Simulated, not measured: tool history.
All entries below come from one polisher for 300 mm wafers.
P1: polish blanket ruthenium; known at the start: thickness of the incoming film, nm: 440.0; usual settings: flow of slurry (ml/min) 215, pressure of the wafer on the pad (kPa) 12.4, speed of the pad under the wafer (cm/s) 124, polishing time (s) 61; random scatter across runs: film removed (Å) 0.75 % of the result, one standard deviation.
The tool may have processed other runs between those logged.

| run | hour | flow of slurry (ml/min) | pressure of the wafer on the pad (kPa) | speed of the pad under the wafer (cm/s) | polishing time (s) | wafers polished on this pad | hours since the slurry nozzle was cleaned | hours since the head pressure was calibrated | film removed (Å) |
|---|---|---|---|---|---|---|---|---|---|
| 1 | 3.7 | 215 | 12.4 | 124 | 61 | 695 | 108.3 | 491 | 638.79 |
| 2 | 8.9 | 300 | 12.4 | 124 | 61 | 749 | 113.5 | 496.2 | 660.98 |
| 3 | 13.8 | 215 | 12.4 | 124 | 61 | 800 | 118.4 | 501.1 | 646.46 |
| 4 | 16.8 | 215 | 12.4 | 124 | 28 | 831 | 121.4 | 504.1 | 293.92 |
| 5 | 20.7 | 215 | 12.4 | 124 | 61 | 872 | 125.3 | 508 | 636.04 |
| 6 | 23.5 | 215 | 12.4 | 124 | 61 | 901 | 128.1 | 510.8 | 631.43 |
| 7 | 27.5 | 215 | 6.2 | 124 | 61 | 943 | 132.1 | 514.8 | 316.44 |
| 8 | 30.9 | 215 | 12.4 | 124 | 61 | 978 | 135.5 | 518.2 | 642.04 |
| 9 | 36.2 | 215 | 12.4 | 58 | 61 | 1033 | 140.8 | 523.5 | 302.23 |
| 10 | 41 | 215 | 18.6 | 124 | 61 | 1083 | 145.6 | 528.3 | 962.42 |
| 11 | 44 | 215 | 12.4 | 190 | 61 | 1115 | 148.6 | 531.3 | 979.93 |
| 12 | 48.2 | 215 | 12.4 | 178 | 85 | 1159 | 152.8 | 535.5 | 1298.4 |
| 13 | 52 | 215 | 12.4 | 124 | 61 | 1198 | 156.6 | 539.3 | 639.01 |
| 14 | 55.7 | 130 | 12.4 | 124 | 61 | 1237 | 160.3 | 543 | 594.16 |
| 15 | 59.8 | 215 | 12.4 | 124 | 61 | 1279 | 164.4 | 547.1 | 640.09 |
| 16 | 64.4 | 215 | 12.4 | 124 | 86 | 1327 | 169 | 551.7 | 895.46 |
| 17 | 69.5 | 215 | 12.4 | 124 | 61 | 1381 | 174.1 | 556.8 | 627.56 |
| 18 | 72.2 | 215 | 12.4 | 124 | 61 | 1409 | 176.8 | 559.5 | 625.28 |
| 19 | 76 | 215 | 12.4 | 124 | 61 | 1448 | 180.6 | 563.3 | 609.33 |
| 20 | 79.4 | 215 | 12.4 | 124 | 61 | 1484 | 184 | 566.7 | 611.51 |
| 21 | 83.1 | 215 | 12.4 | 124 | 61 | 1522 | 187.7 | 570.4 | 600.87 |

Run 22 comes next. What will it give?
|  | 85.6 | head pressure recalibrated |
| 22 | 88.4 | 215 | 12.4 | 124 | 61 | 1578 | 193 | 2.9 | ? |

film removed (Å): 602.73

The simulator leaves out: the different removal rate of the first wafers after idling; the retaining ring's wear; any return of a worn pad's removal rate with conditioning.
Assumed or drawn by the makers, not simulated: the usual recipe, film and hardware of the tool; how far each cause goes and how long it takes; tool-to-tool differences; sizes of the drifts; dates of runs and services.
